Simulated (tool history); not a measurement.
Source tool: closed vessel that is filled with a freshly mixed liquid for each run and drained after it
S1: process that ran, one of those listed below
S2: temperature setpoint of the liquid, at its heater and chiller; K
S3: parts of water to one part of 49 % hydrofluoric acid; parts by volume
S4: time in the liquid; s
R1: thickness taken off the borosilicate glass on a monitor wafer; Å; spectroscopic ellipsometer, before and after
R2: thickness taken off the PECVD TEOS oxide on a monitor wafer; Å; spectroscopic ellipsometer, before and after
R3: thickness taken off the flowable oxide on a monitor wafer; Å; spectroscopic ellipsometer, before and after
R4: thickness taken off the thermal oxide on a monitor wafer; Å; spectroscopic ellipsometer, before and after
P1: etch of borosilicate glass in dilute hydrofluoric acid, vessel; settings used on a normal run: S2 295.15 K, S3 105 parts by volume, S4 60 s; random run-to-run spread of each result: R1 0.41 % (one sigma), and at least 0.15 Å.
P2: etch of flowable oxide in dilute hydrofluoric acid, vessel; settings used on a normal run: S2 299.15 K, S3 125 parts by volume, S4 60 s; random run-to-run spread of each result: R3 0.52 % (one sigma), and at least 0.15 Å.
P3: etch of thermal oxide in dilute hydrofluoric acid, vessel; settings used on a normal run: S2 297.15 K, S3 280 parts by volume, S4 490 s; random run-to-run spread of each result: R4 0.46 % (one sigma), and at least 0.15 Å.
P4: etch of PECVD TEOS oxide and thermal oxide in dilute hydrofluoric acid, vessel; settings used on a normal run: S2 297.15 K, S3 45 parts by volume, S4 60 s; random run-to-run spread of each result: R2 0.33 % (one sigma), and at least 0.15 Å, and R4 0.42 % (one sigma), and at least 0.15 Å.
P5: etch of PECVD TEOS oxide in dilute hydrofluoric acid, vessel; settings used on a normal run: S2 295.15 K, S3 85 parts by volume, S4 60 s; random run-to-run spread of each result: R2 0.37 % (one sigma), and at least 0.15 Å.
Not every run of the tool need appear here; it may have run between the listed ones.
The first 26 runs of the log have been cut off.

run    day  S1      S2   S3   S4      R1      R2  R3      R4
 27  5.333  P1  295.15  105   60  188.43
 28  5.538  P4  297.15   45   90          424.41      98.668
 29  5.696  P3  297.15  280  950                      139.67
 30  5.962  P1  295.15  105   60  189.32
 31  6.204  P1  295.15  105   60  182.77
 32    6.4  P1  295.15  105   60  181.76
 33  6.675  P1  295.15  105   60  177.86
 34  6.862  P1  295.15  105   60  177.02

Forecast run 35:
 35  7.05  P1  295.15  105  60   ?

R1: 176.27 Å

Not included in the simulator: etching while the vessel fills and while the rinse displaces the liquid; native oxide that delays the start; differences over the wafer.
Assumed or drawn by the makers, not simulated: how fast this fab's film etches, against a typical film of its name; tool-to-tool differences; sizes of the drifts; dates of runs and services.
